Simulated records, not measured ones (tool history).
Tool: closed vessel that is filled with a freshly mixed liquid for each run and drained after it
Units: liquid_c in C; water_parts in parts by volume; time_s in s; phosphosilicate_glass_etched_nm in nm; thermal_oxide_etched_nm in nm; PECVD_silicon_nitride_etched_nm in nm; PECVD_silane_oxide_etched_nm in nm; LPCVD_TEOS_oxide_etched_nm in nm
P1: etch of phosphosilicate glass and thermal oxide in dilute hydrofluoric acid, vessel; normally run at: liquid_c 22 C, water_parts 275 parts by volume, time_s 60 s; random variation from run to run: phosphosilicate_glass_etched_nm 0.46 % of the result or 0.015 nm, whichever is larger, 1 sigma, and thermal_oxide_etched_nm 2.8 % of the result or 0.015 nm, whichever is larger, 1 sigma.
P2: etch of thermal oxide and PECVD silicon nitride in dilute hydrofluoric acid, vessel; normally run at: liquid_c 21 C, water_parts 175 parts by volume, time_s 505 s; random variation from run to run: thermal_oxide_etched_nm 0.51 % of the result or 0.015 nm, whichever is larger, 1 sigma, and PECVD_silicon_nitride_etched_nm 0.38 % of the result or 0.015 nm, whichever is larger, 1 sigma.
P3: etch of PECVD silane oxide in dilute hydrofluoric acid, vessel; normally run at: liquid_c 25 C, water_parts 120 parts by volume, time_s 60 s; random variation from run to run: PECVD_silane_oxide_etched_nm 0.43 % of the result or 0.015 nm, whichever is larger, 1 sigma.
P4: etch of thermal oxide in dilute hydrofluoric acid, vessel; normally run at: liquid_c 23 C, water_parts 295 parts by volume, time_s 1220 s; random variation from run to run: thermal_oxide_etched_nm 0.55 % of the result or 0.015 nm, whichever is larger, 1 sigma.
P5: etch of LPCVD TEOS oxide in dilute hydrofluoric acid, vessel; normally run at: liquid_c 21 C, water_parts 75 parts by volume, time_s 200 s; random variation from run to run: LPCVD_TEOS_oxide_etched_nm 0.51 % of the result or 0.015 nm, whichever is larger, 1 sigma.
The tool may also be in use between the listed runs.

run   hour  process  liquid_c  water_parts  time_s  hours since the thermometer was replaced  hours since the hydrofluoric acid flow meter was replaced  phosphosilicate_glass_etched_nm  thermal_oxide_etched_nm  PECVD_silicon_nitride_etched_nm  PECVD_silane_oxide_etched_nm  LPCVD_TEOS_oxide_etched_nm
  1    4.5       P1        22          275      60                                     474.7                                                      190.4                           20.404                  0.81178
  2    7.7       P1        22          155      60                                     477.9                                                      193.6                            40.78                   1.5774
  3   10.1       P1        22          275      95                                     480.3                                                        196                           32.015                   1.2559
  4   14.3       P1        22          275      60                                     484.5                                                      200.2                           20.294                  0.81514
  5   17.4       P2        21          175     940                                     487.6                                                      203.3                                                    20.761                           24.929
  6   19.5       P2        25          175     505                                     489.7                                                      205.4                                                    12.887                           17.347
  7   24.1       P1        27          275      95                                     494.3                                                        210                           38.138                    1.514
  8     28       P1        22          275      60                                     498.2                                                      213.9                           20.316                  0.76986
  9   30.7       P1        22          275      60                                     500.9                                                      216.6                           20.408                  0.85393
 10   32.8       P4      18.5          295    1220                                       503                                                      218.7                                                    13.036
 11   36.2       P1        22          275      30                                     506.4                                                      222.1                           10.112                  0.42469
 12   39.2       P1        22          275      60                                     509.4                                                      225.1                           20.158                  0.78881
 13     42       P1      28.5          275      60                                     512.2                                                      227.9                           25.281                  0.94007
 14   45.8       P4        23          295     450                                       516                                                      231.7                                                      5.68
 15   49.6       P1      17.5          275      30                                     519.8                                                      235.5                           8.6419                  0.32259
 16   53.5       P3        25          120      60                                     523.7                                                      239.4                                                                                                                   19.668
 17   57.9       P5        21           75      45                                     528.1                                                      243.8                                                                                                                                               9.9319
 18   61.9       P4        23           55    1220                                     532.1                                                      247.8                                                    108.02
 19     66       P5      27.5           75     200                                     536.2                                                      251.9                                                                                                                                               57.294
 20   68.3       P2        21          175     505                                     538.5                                                      254.2                                                    11.056                           13.398
 21     71       P1        22          275      60                                     541.2                                                      256.9                            20.24                  0.76444
 22   74.7       P5        21           75     200                                     544.9                                                      260.6                                                                                                                                               43.903
 23   77.1       P5        21          135     200                                     547.3                                                        263                                                                                                                                               22.889
 24   79.7       P1        22          430      60                                     549.9                                                      265.6                           11.195                  0.42534
 25   82.1       P2        21           75     505                                     552.3                                                        268                                                    29.106                           30.834
      82.2  -- thermometer replaced
 26   84.8       P3        25          120      30                                       2.7                                                      270.7                                                                                                                   9.8348
 27   88.4       P5        21           75     200                                       6.3                                                      274.3                                                                                                                                               43.789
 28     93       P1        22          275      60                                      10.9                                                      278.9                           20.158                  0.82468
 29   95.2       P1        17          455      60                                      13.1                                                      281.1                           8.8435                  0.34905
 30   97.5       P1      17.5          275      60                                      15.4                                                      283.4                           17.257                  0.62336
 31  101.8       P4        23          295    1220                                      19.7                                                      287.7                                                     15.54
 32  104.4       P3        32          120      60                                      22.3                                                      290.3                                                                                                                   25.546
 33  107.2       P3        25          215      60                                      25.1                                                      293.1                                                                                                                   9.8749
 34  110.9       P1        22          275      60                                      28.8                                                      296.8                           20.438                  0.76272
 35  115.6       P1        22          275      60                                      33.5                                                      301.5                           19.907                  0.74885
 36  119.9       P1        22          275      60                                      37.8                                                      305.8                           19.581                  0.71588
 37  124.3       P1        22          275      60                                      42.2                                                      310.2                            19.59                  0.77024
 38  128.9       P1        22          275      60                                      46.8                                                      314.8                           19.285                  0.74935
 39  133.3       P1        22          275      60                                      51.2                                                      319.2                           19.388                  0.74741
 40  135.5       P1        22          275      60                                      53.4                                                      321.4                           19.215                  0.71007
 41    140       P1        22          275      60                                      57.9                                                      325.9                           19.143                  0.77708
 42  144.5       P1        22          275      60                                      62.4                                                      330.4                           19.313                  0.72692
 43  146.6       P1        22          275      60                                      64.5                                                      332.5                           19.213                  0.73946
 44  151.3       P1        22          275      60                                      69.2                                                      337.2                           19.157                  0.78619

Run 45 comes next. What will it give?
 45  153.5       P1        22          275      60                                      71.4                                                      339.4                                ?                        ?

{"run 45": {"phosphosilicate_glass_etched_nm": 19.075, "thermal_oxide_etched_nm": 0.73012}}
